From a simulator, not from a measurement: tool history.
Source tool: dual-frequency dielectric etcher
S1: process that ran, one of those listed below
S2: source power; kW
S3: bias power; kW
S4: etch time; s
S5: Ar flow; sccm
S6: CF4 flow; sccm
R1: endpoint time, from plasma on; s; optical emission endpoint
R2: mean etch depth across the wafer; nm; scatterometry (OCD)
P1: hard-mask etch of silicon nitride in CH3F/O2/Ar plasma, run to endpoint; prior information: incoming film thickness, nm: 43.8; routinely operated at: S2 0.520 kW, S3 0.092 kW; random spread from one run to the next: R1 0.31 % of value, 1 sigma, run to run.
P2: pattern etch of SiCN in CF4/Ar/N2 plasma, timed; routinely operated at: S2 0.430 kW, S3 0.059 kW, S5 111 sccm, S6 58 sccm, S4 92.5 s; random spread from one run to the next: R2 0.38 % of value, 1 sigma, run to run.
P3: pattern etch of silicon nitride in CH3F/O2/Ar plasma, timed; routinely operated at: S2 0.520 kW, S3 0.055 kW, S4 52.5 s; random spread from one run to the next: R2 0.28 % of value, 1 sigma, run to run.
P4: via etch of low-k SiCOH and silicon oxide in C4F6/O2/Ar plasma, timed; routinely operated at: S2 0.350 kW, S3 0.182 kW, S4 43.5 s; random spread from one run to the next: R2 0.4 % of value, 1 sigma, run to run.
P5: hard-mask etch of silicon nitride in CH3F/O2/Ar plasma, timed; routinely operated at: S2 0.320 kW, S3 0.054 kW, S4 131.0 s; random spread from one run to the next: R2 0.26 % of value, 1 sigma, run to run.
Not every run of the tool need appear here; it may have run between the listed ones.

run	day	S1	S2	S3	S4	S5	S6	R1	R2
1	0.154	P1	0.520	0.092				52.899	
2	0.429	P1	0.520	0.092				53.529	
3	0.721	P5	0.320	0.054	164.5				95.865
4	0.929	P5	0.320	0.077	131.0				86.323
5	1.233	P2	0.430	0.059	132.0	111	58		96.926
# day 1.292: bias power generator calibrated
6	1.483	P1	0.520	0.092				53.371	
7	1.779	P2	0.430	0.059	92.5	133	58		65.625
8	2.000	P4	0.350	0.182	43.5				103.970
9	2.292	P2	0.430	0.059	92.5	111	58		68.040
10	2.462	P4	0.350	0.246	43.5				115.640
11	2.725	P1	0.520	0.110				49.996	
12	2.929	P2	0.570	0.059	92.5	111	58		86.619
13	3.117	P4	0.230	0.182	43.5				89.042
14	3.425	P1	0.520	0.057				62.702	
15	3.621	P4	0.350	0.182	43.5				104.060
16	3.842	P3	0.520	0.078	52.5				41.671
17	3.975	P2	0.430	0.042	92.5	111	58		60.446
18	4.192	P5	0.320	0.054	131.0				76.530
19	4.500	P3	0.520	0.055	52.5				37.330
20	4.792	P1	0.350	0.120				55.745	
21	5.096	P3	0.420	0.055	52.5				34.149
22	5.400	P1	0.660	0.092				48.851	
23	5.588	P1	0.320	0.092				63.818	
24	5.783	P1	0.520	0.092				53.240	
25	5.988	P3	0.520	0.055	29.0				20.641
26	6.221	P4	0.350	0.182	63.0				150.690
27	6.471	P1	0.520	0.092				53.398	
28	6.700	P5	0.200	0.054	131.0				63.794
29	6.921	P1	0.520	0.092				53.325	
30	7.096	P2	0.430	0.059	92.5	111	34		61.717
31	7.379	P1	0.520	0.092				52.992	
32	7.633	P1	0.520	0.092				53.716	
33	7.925	P1	0.520	0.092				54.112	
34	8.104	P1	0.520	0.092				53.759	
35	8.392	P1	0.520	0.092				54.156	
36	8.575	P1	0.520	0.092				54.096	
37	8.838	P1	0.520	0.092				54.085	
# day 9.075: wet clean of the chamber
38	9.138	P1	0.520	0.092				54.200	
39	9.429	P1	0.520	0.092				54.466	
40	9.575	P1	0.520	0.092				53.972	
41	9.800	P1	0.520	0.092				54.279	

The log shows P1 creeping away from where it was. Any of the 2 causes listed here, at the size stated for it, fits the log just as well as the others:
A: bias power that arrives under what is set, % = 4.31
B: source power that arrives under what is set, % = 4.05
The onset of the drift is placed at about day 7.379.
Why every other cause is out:
chamber walls in a state that lowers the etch rate, %: its service at day 9.075 followed the start of the drift and did not put the process back to its old value

Which of the check runs below tells the causes apart, meaning the causes would give it clearly different results? Each run uses 2 wafers whose results are averaged, and each result is shown as a question mark.
check 1	10.025	P4	0.350	0.241	43.5				?
check 2	10.025	P3	0.520	0.055	29.0				?
check 3	10.025	P2	0.560	0.048	92.5	111	58		?
check 4	10.025	P5	0.210	0.054	131.0				?

What every check run would give for each of its results, assuming each possible cause in turn:
check	result	if A	if B
check 1	R2	112.600	112.490
check 2	R2	20.299	20.252
check 3	R2	78.834	77.099
check 4	R2	64.097	64.039
Per check, the gap between the least separated pair of causes, taken in the result that splits them most: check 1 0.09 %; check 2 0.24 %; check 3 2.23 %; check 4 0.09 %
The causes can be told apart only by check 3. The other checks would give nearly the same results under each of them.

With check 3 done, the readings were: R2 78.796 nm. Identify which of the listed causes applies.

A is the cause: bias power that arrives under what is set, %.
